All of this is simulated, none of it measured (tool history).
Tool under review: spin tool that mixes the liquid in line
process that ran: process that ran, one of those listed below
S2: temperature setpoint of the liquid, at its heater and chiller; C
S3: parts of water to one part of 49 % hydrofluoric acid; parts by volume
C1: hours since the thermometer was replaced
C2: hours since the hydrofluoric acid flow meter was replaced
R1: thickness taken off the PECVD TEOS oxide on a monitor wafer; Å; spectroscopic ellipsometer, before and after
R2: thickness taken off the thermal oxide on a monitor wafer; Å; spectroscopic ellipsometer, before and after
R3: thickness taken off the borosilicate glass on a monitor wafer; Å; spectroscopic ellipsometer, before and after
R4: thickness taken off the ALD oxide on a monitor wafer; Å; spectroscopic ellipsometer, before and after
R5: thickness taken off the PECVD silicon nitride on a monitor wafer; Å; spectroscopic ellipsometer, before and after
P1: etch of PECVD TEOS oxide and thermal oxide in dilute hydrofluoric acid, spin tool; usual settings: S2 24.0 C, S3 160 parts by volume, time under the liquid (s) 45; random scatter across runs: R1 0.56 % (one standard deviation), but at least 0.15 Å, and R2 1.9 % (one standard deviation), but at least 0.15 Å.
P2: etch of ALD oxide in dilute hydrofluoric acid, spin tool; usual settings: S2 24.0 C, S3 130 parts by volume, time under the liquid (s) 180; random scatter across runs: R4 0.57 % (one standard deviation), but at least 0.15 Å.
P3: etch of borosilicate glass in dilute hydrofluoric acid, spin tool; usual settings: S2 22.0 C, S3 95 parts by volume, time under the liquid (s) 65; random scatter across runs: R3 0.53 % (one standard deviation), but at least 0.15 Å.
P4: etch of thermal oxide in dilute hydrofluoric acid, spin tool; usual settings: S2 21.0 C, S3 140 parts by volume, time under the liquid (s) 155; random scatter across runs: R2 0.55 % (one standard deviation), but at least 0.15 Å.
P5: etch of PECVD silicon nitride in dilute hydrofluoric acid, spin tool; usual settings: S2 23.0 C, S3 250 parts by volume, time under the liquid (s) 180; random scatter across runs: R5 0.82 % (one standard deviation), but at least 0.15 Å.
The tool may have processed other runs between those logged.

run 1 day=0.208 | process_that_ran=P1 S2=24.0 S3=160 time_under_the_liquid_(s)=45 | C1=514.5 C2=250.7 | R1=44.321 R2=13.1160
run 2 day=0.475 | process_that_ran=P1 S2=24.0 S3=160 time_under_the_liquid_(s)=45 | C1=520.9 C2=257.1 | R1=43.826 R2=12.5560
run 3 day=0.888 | process_that_ran=P3 S2=22.0 S3=95 time_under_the_liquid_(s)=65 | C1=530.8 C2=267.0 | R3=150.310
run 4 day=1.217 | process_that_ran=P2 S2=24.0 S3=130 time_under_the_liquid_(s)=50 | C1=538.7 C2=274.9 | R4=40.175
run 5 day=1.475 | process_that_ran=P3 S2=22.0 S3=95 time_under_the_liquid_(s)=65 | C1=544.9 C2=281.1 | R3=149.980
run 6 day=1.912 | process_that_ran=P1 S2=24.0 S3=160 time_under_the_liquid_(s)=85 | C1=555.4 C2=291.6 | R1=83.354 R2=24.4650
run 7 day=2.342 | process_that_ran=P4 S2=21.0 S3=140 time_under_the_liquid_(s)=155 | C1=565.7 C2=301.9 | R2=44.4430
run 8 day=2.783 | process_that_ran=P1 S2=24.0 S3=160 time_under_the_liquid_(s)=45 | C1=576.3 C2=312.5 | R1=43.710 R2=12.7530
run 9 day=3.129 | process_that_ran=P1 S2=20.0 S3=160 time_under_the_liquid_(s)=20 | C1=584.6 C2=320.8 | R1=16.797 R2=4.8877
run 10 day=3.575 | process_that_ran=P1 S2=27.5 S3=160 time_under_the_liquid_(s)=15 | C1=595.3 C2=331.5 | R1=16.401 R2=5.0876
run 11 day=4.004 | process_that_ran=P3 S2=22.0 S3=95 time_under_the_liquid_(s)=130 | C1=605.6 C2=341.8 | R3=302.010
run 12 day=4.379 | process_that_ran=P1 S2=32.0 S3=260 time_under_the_liquid_(s)=45 | C1=614.6 C2=350.8 | R1=32.099 R2=8.9138
run 13 day=4.788 | process_that_ran=P5 S2=23.0 S3=250 time_under_the_liquid_(s)=90 | C1=624.4 C2=360.6 | R5=15.434
run 14 day=5.162 | process_that_ran=P1 S2=24.0 S3=250 time_under_the_liquid_(s)=45 | C1=633.4 C2=369.6 | R1=25.482 R2=7.3150
run 15 day=5.388 | process_that_ran=P1 S2=24.0 S3=160 time_under_the_liquid_(s)=45 | C1=638.8 C2=375.0 | R1=44.218 R2=12.6400
run 16 day=5.633 | process_that_ran=P1 S2=24.0 S3=50 time_under_the_liquid_(s)=45 | C1=644.7 C2=380.9 | R1=159.980 R2=48.0050
run 17 day=5.854 | process_that_ran=P2 S2=24.0 S3=210 time_under_the_liquid_(s)=180 | C1=650.0 C2=386.2 | R4=81.666
run 18 day=6.271 | process_that_ran=P5 S2=30.5 S3=250 time_under_the_liquid_(s)=180 | C1=660.0 C2=396.2 | R5=49.348
run 19 day=6.588 | process_that_ran=P2 S2=24.0 S3=130 time_under_the_liquid_(s)=180 | C1=667.6 C2=403.8 | R4=143.250
run 20 day=6.792 | process_that_ran=P3 S2=26.5 S3=95 time_under_the_liquid_(s)=65 | C1=672.5 C2=408.7 | R3=179.910
run 21 day=7.088 | process_that_ran=P5 S2=23.0 S3=50 time_under_the_liquid_(s)=180 | C1=679.6 C2=415.8 | R5=151.910
run 22 day=7.496 | process_that_ran=P2 S2=31.5 S3=130 time_under_the_liquid_(s)=180 | C1=689.4 C2=425.6 | R4=191.510
-- day=7.600 thermometer replaced
run 23 day=7.954 | process_that_ran=P3 S2=22.0 S3=175 time_under_the_liquid_(s)=65 | C1=8.5 C2=436.6 | R3=74.723
run 24 day=8.325 | process_that_ran=P4 S2=21.0 S3=140 time_under_the_liquid_(s)=300 | C1=17.4 C2=445.5 | R2=86.4090
run 25 day=8.721 | process_that_ran=P4 S2=21.0 S3=140 time_under_the_liquid_(s)=155 | C1=26.9 C2=455.0 | R2=44.4160
run 26 day=9.138 | process_that_ran=P4 S2=21.0 S3=240 time_under_the_liquid_(s)=155 | C1=36.9 C2=465.0 | R2=23.4900
run 27 day=9.388 | process_that_ran=P5 S2=23.0 S3=250 time_under_the_liquid_(s)=180 | C1=42.9 C2=471.0 | R5=32.245
run 28 day=9.642 | process_that_ran=P1 S2=20.0 S3=160 time_under_the_liquid_(s)=45 | C1=49.0 C2=477.1 | R1=37.911 R2=11.3580
run 29 day=9.925 | process_that_ran=P1 S2=31.5 S3=160 time_under_the_liquid_(s)=45 | C1=55.8 C2=483.9 | R1=57.670 R2=17.1160
run 30 day=10.312 | process_that_ran=P1 S2=24.0 S3=160 time_under_the_liquid_(s)=25 | C1=65.1 C2=493.2 | R1=24.399 R2=7.3865
run 31 day=10.638 | process_that_ran=P4 S2=29.0 S3=140 time_under_the_liquid_(s)=155 | C1=72.9 C2=501.0 | R2=60.3720
run 32 day=10.950 | process_that_ran=P1 S2=24.0 S3=160 time_under_the_liquid_(s)=45 | C1=80.4 C2=508.5 | R1=43.782 R2=13.3020
run 33 day=11.250 | process_that_ran=P1 S2=24.0 S3=160 time_under_the_liquid_(s)=45 | C1=87.6 C2=515.7 | R1=44.123 R2=12.9090
run 34 day=11.521 | process_that_ran=P1 S2=24.0 S3=160 time_under_the_liquid_(s)=45 | C1=94.1 C2=522.2 | R1=43.842 R2=12.7300
run 35 day=11.804 | process_that_ran=P1 S2=24.0 S3=160 time_under_the_liquid_(s)=45 | C1=100.9 C2=529.0 | R1=45.150 R2=13.7900
run 36 day=12.075 | process_that_ran=P1 S2=24.0 S3=160 time_under_the_liquid_(s)=45 | C1=107.4 C2=535.5 | R1=45.832 R2=13.0500
run 37 day=12.446 | process_that_ran=P1 S2=24.0 S3=160 time_under_the_liquid_(s)=45 | C1=116.3 C2=544.4 | R1=45.451 R2=13.8520
run 38 day=12.892 | process_that_ran=P1 S2=24.0 S3=160 time_under_the_liquid_(s)=45 | C1=127.0 C2=555.1 | R1=46.514 R2=13.7230
run 39 day=13.142 | process_that_ran=P1 S2=24.0 S3=160 time_under_the_liquid_(s)=45 | C1=133.0 C2=561.1 | R1=46.096 R2=13.4410
run 40 day=13.496 | process_that_ran=P1 S2=24.0 S3=160 time_under_the_liquid_(s)=45 | C1=141.5 C2=569.6 | R1=46.457 R2=14.0910
run 41 day=13.962 | process_that_ran=P1 S2=24.0 S3=160 time_under_the_liquid_(s)=45 | C1=152.7 C2=580.8 | R1=46.508 R2=13.7630
run 42 day=14.433 | process_that_ran=P1 S2=24.0 S3=160 time_under_the_liquid_(s)=45 | C1=164.0 C2=592.1 | R1=46.265 R2=14.0580

P1 has crept away from where it was. The log is fitted equally well by each of these 2 causes, at the sizes shown:
A: liquid hotter than its thermometer reads (K) = 1.7
B: hydrofluoric acid flow above the setpoint (%) = 5.57
The drift started at roughly day 11.521.

Question marks stand in for the results of the 4 check runs listed below, each run on one wafer. Under which run would the listed causes show clearly different results?
run check 1 day=14.904 | process_that_ran=P5 S2=23.0 S3=80 time_under_the_liquid_(s)=180 | R5=?
run check 2 day=14.904 | process_that_ran=P3 S2=25.0 S3=155 time_under_the_liquid_(s)=65 | R3=?
run check 3 day=14.904 | process_that_ran=P2 S2=29.0 S3=195 time_under_the_liquid_(s)=180 | R4=?
run check 4 day=14.904 | process_that_ran=P4 S2=28.5 S3=140 time_under_the_liquid_(s)=280 | R2=?

Check results expected under each cause:
check=check_1 result=R5 if_A=108.360 if_B=102.060
check=check_2 result=R3 if_A=103.080 if_B=103.100
check=check_3 result=R4 if_A=113.770 if_B=114.640
check=check_4 result=R2 if_A=113.9600 if_B=114.1600
Minimum pairwise separation of causes per check, each pair taken at its best-separating result: check 1 5.99 %; check 2 0.02 %; check 3 0.76 %; check 4 0.18 %
Of the check runs offered, only check 1 discriminates between the causes; the rest would read about the same regardless of which cause applies.

With check 1 done, the readings were: R5 107.760 Å. Identify which of the listed causes applies.

The correct cause is A, namely: liquid hotter than its thermometer reads (K).
